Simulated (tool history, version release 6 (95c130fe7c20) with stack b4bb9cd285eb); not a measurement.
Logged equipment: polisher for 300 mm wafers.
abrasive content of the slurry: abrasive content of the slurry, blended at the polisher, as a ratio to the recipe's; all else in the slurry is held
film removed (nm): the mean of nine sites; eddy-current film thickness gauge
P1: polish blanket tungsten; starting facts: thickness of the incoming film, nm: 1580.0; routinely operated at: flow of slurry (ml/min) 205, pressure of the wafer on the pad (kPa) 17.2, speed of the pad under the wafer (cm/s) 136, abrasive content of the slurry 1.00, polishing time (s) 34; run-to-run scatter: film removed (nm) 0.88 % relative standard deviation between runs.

| run | hour | flow of slurry (ml/min) | pressure of the wafer on the pad (kPa) | speed of the pad under the wafer (cm/s) | abrasive content of the slurry | polishing time (s) | wafers polished on this pad | hours since the slurry nozzle was cleaned | hours since the head pressure was calibrated | hours since the slurry blender was calibrated | hours since the slurry got fresh peroxide | film removed (nm) |
|---|---|---|---|---|---|---|---|---|---|---|---|---|
| 1 | 10.7 | 205 | 17.2 | 136 | 1.00 | 34 | 587 | 179.4 | 462.8 | 179.3 | 78.7 | 159.900 |
| 2 | 19.5 | 125 | 17.2 | 136 | 1.00 | 34 | 732 | 188.2 | 471.6 | 188.1 | 87.5 | 146.140 |
| 3 | 24.3 | 205 | 17.2 | 136 | 1.00 | 34 | 811 | 193.0 | 476.4 | 192.9 | 92.3 | 160.190 |
| 4 | 30.7 | 205 | 17.2 | 136 | 1.30 | 22 | 916 | 199.4 | 482.8 | 199.3 | 98.7 | 109.630 |
| 5 | 36.2 | 300 | 17.2 | 136 | 1.00 | 34 | 1006 | 204.9 | 488.3 | 204.8 | 104.2 | 164.510 |
| 6 | 44.8 | 205 | 27.6 | 136 | 1.00 | 34 | 1147 | 213.5 | 496.9 | 213.4 | 112.8 | 255.110 |
| 7 | 53.4 | 205 | 17.2 | 136 | 1.00 | 34 | 1288 | 222.1 | 505.5 | 222.0 | 121.4 | 161.480 |
|  | 57.9 | worn pad replaced by a new one |
| 8 | 61.5 | 205 | 17.2 | 184 | 1.00 | 34 | 60 | 230.2 | 513.6 | 230.1 | 129.5 | 212.280 |
| 9 | 71.9 | 205 | 17.2 | 136 | 1.00 | 34 | 231 | 240.6 | 524.0 | 240.5 | 139.9 | 160.000 |
| 10 | 82.2 | 205 | 7.6 | 136 | 1.00 | 34 | 400 | 250.9 | 534.3 | 250.8 | 150.2 | 70.883 |
| 11 | 91.8 | 205 | 17.2 | 136 | 0.55 | 34 | 557 | 260.5 | 543.9 | 260.4 | 159.8 | 137.500 |
|  | 92.4 | head pressure recalibrated |
| 12 | 102.3 | 205 | 17.2 | 136 | 0.70 | 21 | 730 | 271.0 | 9.9 | 270.9 | 170.3 | 89.090 |
| 13 | 111.0 | 205 | 17.2 | 62 | 1.00 | 34 | 872 | 279.7 | 18.6 | 279.6 | 179.0 | 72.654 |
| 14 | 119.7 | 205 | 17.2 | 136 | 1.00 | 34 | 1015 | 288.4 | 27.3 | 288.3 | 187.7 | 158.480 |
| 15 | 130.3 | 205 | 17.2 | 136 | 1.00 | 34 | 1189 | 299.0 | 37.9 | 298.9 | 198.3 | 158.240 |
| 16 | 138.7 | 205 | 17.2 | 136 | 1.25 | 34 | 1327 | 307.4 | 46.3 | 307.3 | 206.7 | 170.350 |
| 17 | 146.2 | 205 | 17.2 | 136 | 1.00 | 47 | 1450 | 314.9 | 53.8 | 314.8 | 214.2 | 218.630 |
| 18 | 154.5 | 205 | 11.7 | 136 | 1.00 | 19 | 1586 | 323.2 | 62.1 | 323.1 | 222.5 | 60.705 |
| 19 | 164.1 | 205 | 17.2 | 136 | 1.00 | 18 | 1743 | 332.8 | 71.7 | 332.7 | 232.1 | 84.403 |
| 20 | 169.6 | 205 | 17.2 | 136 | 1.00 | 34 | 1834 | 338.3 | 77.2 | 338.2 | 237.6 | 160.110 |
| 21 | 175.2 | 205 | 17.2 | 136 | 1.00 | 34 | 1926 | 343.9 | 82.8 | 343.8 | 243.2 | 157.450 |
| 22 | 185.1 | 205 | 17.2 | 136 | 1.00 | 34 | 2088 | 353.8 | 92.7 | 353.7 | 253.1 | 152.120 |
|  | 191.2 | worn pad replaced by a new one |
| 23 | 194.2 | 205 | 17.2 | 136 | 1.00 | 34 | 50 | 362.9 | 101.8 | 362.8 | 262.2 | 152.860 |
|  | 200.0 | slurry blender recalibrated |
| 24 | 202.9 | 205 | 17.2 | 136 | 1.00 | 34 | 193 | 371.6 | 110.5 | 2.9 | 270.9 | 148.310 |
| 25 | 213.1 | 205 | 17.2 | 136 | 1.00 | 34 | 360 | 381.8 | 120.7 | 13.1 | 281.1 | 148.990 |
|  | 213.9 | head pressure recalibrated |
| 26 | 221.2 | 205 | 17.2 | 136 | 1.00 | 34 | 493 | 389.9 | 7.4 | 21.2 | 289.2 | 147.110 |
| 27 | 231.0 | 205 | 17.2 | 136 | 1.00 | 34 | 654 | 399.7 | 17.2 | 31.0 | 299.0 | 147.790 |

What P1 gives has crept off from where it sat before. The 2 causes that follow fit the log equally well, each at the size noted:
A: peroxide lost from the slurry, % = 17.2
B: slurry flow missing at the pad, % = 36.7
The process output started creeping at around hour 169.6.
All other causes, with the reason each is excluded:
removal rate lost through wear of the pad, %: serviced at hour 191.2, which brought nothing back
head's pressure below its setpoint, %: serviced at hour 213.9, which brought nothing back
abrasive missing from the slurry, %: serviced at hour 200.0, which brought nothing back

Which of the check runs below tells the causes apart, meaning the causes would give it clearly different results? Each run uses 3 wafers whose results are averaged, and each result is shown as a question mark.
| check 1 | 240.8 | 205 | 17.2 | 172 | 1.00 | 34 |  |  |  |  |  | ? |
| check 2 | 240.8 | 130 | 17.2 | 136 | 1.00 | 34 |  |  |  |  |  | ? |
| check 3 | 240.8 | 205 | 17.2 | 136 | 1.00 | 44 |  |  |  |  |  | ? |
| check 4 | 240.8 | 205 | 13.1 | 136 | 1.00 | 34 |  |  |  |  |  | ? |

If the cause were each of the candidates in turn, the checks would give the following:
| check | result | if A | if B |
|---|---|---|---|
| check 1 | film removed (nm) | 187.050 | 186.990 |
| check 2 | film removed (nm) | 137.460 | 132.350 |
| check 3 | film removed (nm) | 191.400 | 191.340 |
| check 4 | film removed (nm) | 112.400 | 112.370 |
Per-check spread between the two closest causes, in the result where they differ most: check 1 0.03 %; check 2 3.78 %; check 3 0.03 %; check 4 0.03 %
Of the check runs offered, only check 2 discriminates between the causes; the rest would read about the same regardless of which cause applies.

Check 2 was carried out, with these results: film removed (nm) 132.300. Which of the listed causes is responsible?

It is B: slurry flow missing at the pad, %.
